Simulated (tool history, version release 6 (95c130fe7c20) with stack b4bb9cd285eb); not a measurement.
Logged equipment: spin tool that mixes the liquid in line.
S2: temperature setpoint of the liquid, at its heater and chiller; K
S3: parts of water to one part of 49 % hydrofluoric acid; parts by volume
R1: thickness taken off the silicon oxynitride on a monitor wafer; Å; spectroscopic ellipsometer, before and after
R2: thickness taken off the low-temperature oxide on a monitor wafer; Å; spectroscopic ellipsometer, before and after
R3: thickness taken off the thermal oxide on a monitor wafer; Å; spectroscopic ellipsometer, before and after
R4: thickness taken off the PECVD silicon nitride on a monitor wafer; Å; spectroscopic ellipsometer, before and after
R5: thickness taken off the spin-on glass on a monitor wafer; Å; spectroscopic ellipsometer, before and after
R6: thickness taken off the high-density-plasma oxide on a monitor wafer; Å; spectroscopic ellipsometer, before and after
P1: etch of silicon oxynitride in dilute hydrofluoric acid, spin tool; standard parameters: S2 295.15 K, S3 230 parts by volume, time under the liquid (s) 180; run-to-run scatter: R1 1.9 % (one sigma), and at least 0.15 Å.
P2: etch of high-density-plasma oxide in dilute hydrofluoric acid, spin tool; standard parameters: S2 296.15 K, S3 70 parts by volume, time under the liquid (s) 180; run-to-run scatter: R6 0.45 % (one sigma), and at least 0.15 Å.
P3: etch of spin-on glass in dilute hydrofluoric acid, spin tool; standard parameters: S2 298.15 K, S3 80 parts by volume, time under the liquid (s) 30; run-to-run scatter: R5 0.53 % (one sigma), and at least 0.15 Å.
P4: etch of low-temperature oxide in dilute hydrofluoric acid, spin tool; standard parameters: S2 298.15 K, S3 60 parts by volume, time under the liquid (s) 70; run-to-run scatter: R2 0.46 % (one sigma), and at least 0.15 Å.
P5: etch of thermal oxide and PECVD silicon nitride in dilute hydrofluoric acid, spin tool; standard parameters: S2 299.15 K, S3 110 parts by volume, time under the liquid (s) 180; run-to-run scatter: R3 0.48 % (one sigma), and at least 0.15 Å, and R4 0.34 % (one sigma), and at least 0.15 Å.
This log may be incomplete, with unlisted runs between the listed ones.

Run 1, hour 10.2: process that ran P1, S2 295.15 K, S3 230 parts by volume, time under the liquid (s) 180. Result: R1 13.22500 Å.
Run 2, hour 20.2: process that ran P4, S2 292.15 K, S3 60 parts by volume, time under the liquid (s) 70. Result: R2 162.820 Å.
Run 3, hour 32.6: process that ran P1, S2 295.15 K, S3 55 parts by volume, time under the liquid (s) 180. Result: R1 66.21200 Å.
Run 4, hour 43.3: process that ran P5, S2 299.15 K, S3 110 parts by volume, time under the liquid (s) 180. Result: R3 82.313 Å, R4 82.187 Å.
Run 5, hour 58.7: process that ran P4, S2 298.15 K, S3 20 parts by volume, time under the liquid (s) 70. Result: R2 664.630 Å.
Run 6, hour 67.8: process that ran P1, S2 295.15 K, S3 230 parts by volume, time under the liquid (s) 180. Result: R1 14.01400 Å.
Run 7, hour 80.2: process that ran P5, S2 290.65 K, S3 110 parts by volume, time under the liquid (s) 180. Result: R3 58.441 Å, R4 46.852 Å.
Run 8, hour 92.1: process that ran P3, S2 298.15 K, S3 80 parts by volume, time under the liquid (s) 30. Result: R5 142.070 Å.
Run 9, hour 100.3: process that ran P3, S2 298.15 K, S3 40 parts by volume, time under the liquid (s) 30. Result: R5 298.500 Å.
Run 10, hour 109.6: process that ran P1, S2 295.15 K, S3 315 parts by volume, time under the liquid (s) 180. Result: R1 9.61260 Å.
Run 11, hour 124.7: process that ran P2, S2 296.15 K, S3 20 parts by volume, time under the liquid (s) 180. Result: R6 537.410 Å.
Run 12, hour 134.2: process that ran P4, S2 298.15 K, S3 60 parts by volume, time under the liquid (s) 70. Result: R2 208.970 Å.
At hour 138.4: hydrofluoric acid flow meter replaced.
Run 13, hour 148.1: process that ran P3, S2 303.15 K, S3 80 parts by volume, time under the liquid (s) 30. Result: R5 172.140 Å.
Run 14, hour 163.2: process that ran P1, S2 295.15 K, S3 230 parts by volume, time under the liquid (s) 80. Result: R1 6.22270 Å.
Run 15, hour 175.4: process that ran P3, S2 298.15 K, S3 80 parts by volume, time under the liquid (s) 30. Result: R5 140.560 Å.
Run 16, hour 186.2: process that ran P5, S2 299.15 K, S3 110 parts by volume, time under the liquid (s) 320. Result: R3 145.430 Å, R4 146.690 Å.
Run 17, hour 199.2: process that ran P1, S2 295.15 K, S3 230 parts by volume, time under the liquid (s) 180. Result: R1 13.50700 Å.
Run 18, hour 206.8: process that ran P1, S2 295.15 K, S3 105 parts by volume, time under the liquid (s) 35. Result: R1 6.32400 Å.
Run 19, hour 214.5: process that ran P1, S2 295.15 K, S3 365 parts by volume, time under the liquid (s) 20. Result: R1 0.91857 Å.
Run 20, hour 227.8: process that ran P4, S2 298.15 K, S3 60 parts by volume, time under the liquid (s) 15. Result: R2 44.542 Å.
Run 21, hour 240.1: process that ran P2, S2 296.15 K, S3 70 parts by volume, time under the liquid (s) 180. Result: R6 143.690 Å.
Run 22, hour 252.4: process that ran P1, S2 295.15 K, S3 230 parts by volume, time under the liquid (s) 310. Result: R1 22.47700 Å.
Run 23, hour 267.4: process that ran P3, S2 298.15 K, S3 80 parts by volume, time under the liquid (s) 15. Result: R5 70.752 Å.
Run 24, hour 283.0: process that ran P1, S2 295.15 K, S3 230 parts by volume, time under the liquid (s) 180. Result: R1 13.00000 Å.
Run 25, hour 290.8: process that ran P4, S2 298.15 K, S3 60 parts by volume, time under the liquid (s) 70. Result: R2 210.010 Å.
Run 26, hour 304.1: process that ran P1, S2 295.15 K, S3 230 parts by volume, time under the liquid (s) 180. Result: R1 13.80400 Å.
Run 27, hour 317.8: process that ran P2, S2 290.65 K, S3 70 parts by volume, time under the liquid (s) 180. Result: R6 114.180 Å.
Run 28, hour 329.1: process that ran P1, S2 303.15 K, S3 230 parts by volume, time under the liquid (s) 180. Result: R1 19.19000 Å.
Run 29, hour 343.7: process that ran P1, S2 290.15 K, S3 230 parts by volume, time under the liquid (s) 180. Result: R1 10.64900 Å.
Run 30, hour 358.4: process that ran P1, S2 295.15 K, S3 230 parts by volume, time under the liquid (s) 180. Result: R1 13.44800 Å.
Run 31, hour 367.3: process that ran P2, S2 296.15 K, S3 70 parts by volume, time under the liquid (s) 15. Result: R6 11.832 Å.
Run 32, hour 377.8: process that ran P5, S2 299.15 K, S3 110 parts by volume, time under the liquid (s) 180. Result: R3 82.080 Å, R4 82.955 Å.
Run 33, hour 391.5: process that ran P5, S2 299.15 K, S3 50 parts by volume, time under the liquid (s) 180. Result: R3 196.230 Å, R4 179.890 Å.
Run 34, hour 405.8: process that ran P1, S2 295.15 K, S3 230 parts by volume, time under the liquid (s) 180. Result: R1 13.03900 Å.
Run 35, hour 421.1: process that ran P1, S2 295.15 K, S3 230 parts by volume, time under the liquid (s) 180. Result: R1 12.90000 Å.
Run 36, hour 430.4: process that ran P1, S2 295.15 K, S3 230 parts by volume, time under the liquid (s) 180. Result: R1 12.57300 Å.
Run 37, hour 437.9: process that ran P1, S2 295.15 K, S3 230 parts by volume, time under the liquid (s) 180. Result: R1 12.55700 Å.
Run 38, hour 450.4: process that ran P1, S2 295.15 K, S3 230 parts by volume, time under the liquid (s) 180. Result: R1 12.61000 Å.
Run 39, hour 462.0: process that ran P1, S2 295.15 K, S3 230 parts by volume, time under the liquid (s) 180. Result: R1 12.39200 Å.
Run 40, hour 475.1: process that ran P1, S2 295.15 K, S3 230 parts by volume, time under the liquid (s) 180. Result: R1 12.24100 Å.
Run 41, hour 482.5: process that ran P1, S2 295.15 K, S3 230 parts by volume, time under the liquid (s) 180. Result: R1 12.10300 Å.
Run 42, hour 491.1: process that ran P1, S2 295.15 K, S3 230 parts by volume, time under the liquid (s) 180. Result: R1 12.28600 Å.

For run 43, what comes out?
Run 43, hour 499.0: process that ran P1, S2 295.15 K, S3 230 parts by volume, time under the liquid (s) 180. Result: R1 ?.

R1: 11.89100 Å

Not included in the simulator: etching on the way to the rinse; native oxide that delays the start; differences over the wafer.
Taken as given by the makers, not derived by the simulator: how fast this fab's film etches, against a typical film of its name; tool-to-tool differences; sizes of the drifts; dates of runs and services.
